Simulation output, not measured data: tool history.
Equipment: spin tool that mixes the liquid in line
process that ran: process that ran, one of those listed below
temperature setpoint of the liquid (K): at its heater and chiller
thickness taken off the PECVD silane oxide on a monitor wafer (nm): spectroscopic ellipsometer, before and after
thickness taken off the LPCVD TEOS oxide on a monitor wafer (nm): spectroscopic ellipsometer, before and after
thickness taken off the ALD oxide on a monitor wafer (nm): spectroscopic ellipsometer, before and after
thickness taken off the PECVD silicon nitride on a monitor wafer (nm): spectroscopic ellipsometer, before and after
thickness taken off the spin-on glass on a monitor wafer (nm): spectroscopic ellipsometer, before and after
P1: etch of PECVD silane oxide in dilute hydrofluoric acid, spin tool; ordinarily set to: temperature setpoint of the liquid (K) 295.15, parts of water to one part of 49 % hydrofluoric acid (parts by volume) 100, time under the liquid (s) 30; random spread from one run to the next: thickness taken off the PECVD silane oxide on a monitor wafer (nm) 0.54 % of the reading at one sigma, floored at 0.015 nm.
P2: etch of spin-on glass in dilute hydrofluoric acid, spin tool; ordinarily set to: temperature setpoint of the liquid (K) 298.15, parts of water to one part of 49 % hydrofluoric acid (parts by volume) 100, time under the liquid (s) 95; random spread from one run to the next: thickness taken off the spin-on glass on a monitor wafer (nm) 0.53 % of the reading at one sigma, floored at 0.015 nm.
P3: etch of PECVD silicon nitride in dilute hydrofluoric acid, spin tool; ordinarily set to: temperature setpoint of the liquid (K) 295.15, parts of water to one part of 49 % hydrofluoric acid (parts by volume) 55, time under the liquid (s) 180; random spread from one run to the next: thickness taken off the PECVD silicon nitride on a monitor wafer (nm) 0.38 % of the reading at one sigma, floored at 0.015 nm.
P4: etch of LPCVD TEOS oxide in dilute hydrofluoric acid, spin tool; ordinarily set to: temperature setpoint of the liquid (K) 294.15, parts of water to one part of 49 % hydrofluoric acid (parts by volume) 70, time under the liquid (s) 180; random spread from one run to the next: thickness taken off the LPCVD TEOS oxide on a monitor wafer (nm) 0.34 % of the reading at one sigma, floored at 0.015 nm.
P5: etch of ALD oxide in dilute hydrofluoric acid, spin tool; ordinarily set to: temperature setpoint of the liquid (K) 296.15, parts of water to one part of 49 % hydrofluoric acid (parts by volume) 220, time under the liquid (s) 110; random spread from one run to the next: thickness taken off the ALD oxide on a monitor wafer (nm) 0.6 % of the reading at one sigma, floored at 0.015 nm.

run,hour,process that ran,temperature setpoint of the liquid (K),parts of water to one part of 49 % hydrofluoric acid (parts by volume),time under the liquid (s),thickness taken off the PECVD silane oxide on a monitor wafer (nm),thickness taken off the LPCVD TEOS oxide on a monitor wafer (nm),thickness taken off the ALD oxide on a monitor wafer (nm),thickness taken off the PECVD silicon nitride on a monitor wafer (nm),thickness taken off the spin-on glass on a monitor wafer (nm)
1,10.2,P1,295.15,100,30,6.8613,,,,
2,19.9,P1,302.65,100,30,9.1739,,,,
3,26.8,P1,290.15,160,30,3.2920,,,,
4,37.4,P1,300.65,175,30,4.4568,,,,
5,47.3,P1,295.15,100,30,6.9665,,,,
6,54.6,P4,294.15,70,180,,39.5040,,,
7,63.6,P5,296.15,75,110,,,19.30800,,
8,74.3,P1,295.15,100,30,6.8987,,,,
9,80.3,P1,295.15,100,30,6.8808,,,,
10,91.1,P1,295.15,100,15,3.4293,,,,
11,97.1,P1,295.15,40,30,18.6360,,,,
12,104.0,P3,295.15,55,180,,,,13.9270,
13,112.2,P5,296.15,220,110,,,5.61150,,
14,121.4,P2,302.65,100,95,,,,,42.015
15,130.8,P1,295.15,100,30,6.8332,,,,
16,141.4,P3,295.15,55,20,,,,1.5521,
17,150.2,P4,294.15,70,35,,7.7114,,,
18,159.2,P4,290.15,70,180,,33.4070,,,
19,169.8,P5,304.15,220,110,,,7.35400,,
20,178.7,P3,295.15,55,180,,,,14.0020,
21,189.9,P1,290.65,100,30,5.7753,,,,
22,200.4,P5,296.15,220,110,,,5.55800,,
23,206.8,P2,298.15,100,95,,,,,35.283
24,212.9,P2,298.15,180,95,,,,,17.953
# hour 217.5: hydrofluoric acid flow meter replaced
25,222.5,P1,295.15,100,60,13.7760,,,,
26,228.5,P1,295.15,100,30,6.8993,,,,
27,233.5,P3,290.15,55,180,,,,9.8785,
28,238.6,P4,294.15,110,180,,24.0240,,,
29,248.1,P1,295.15,100,30,6.9146,,,,
30,258.2,P2,298.15,100,140,,,,,51.926
31,266.4,P5,296.15,220,15,,,0.76188,,
32,273.8,P1,290.15,160,30,3.3007,,,,
33,282.5,P4,294.15,70,180,,39.6580,,,
34,292.2,P3,295.15,30,180,,,,25.2040,

Expected results for the next run?
35,298.7,P1,295.15,165,30,?,,,,

{"run 35": {"thickness taken off the PECVD silane oxide on a monitor wafer (nm)": 3.8894}}
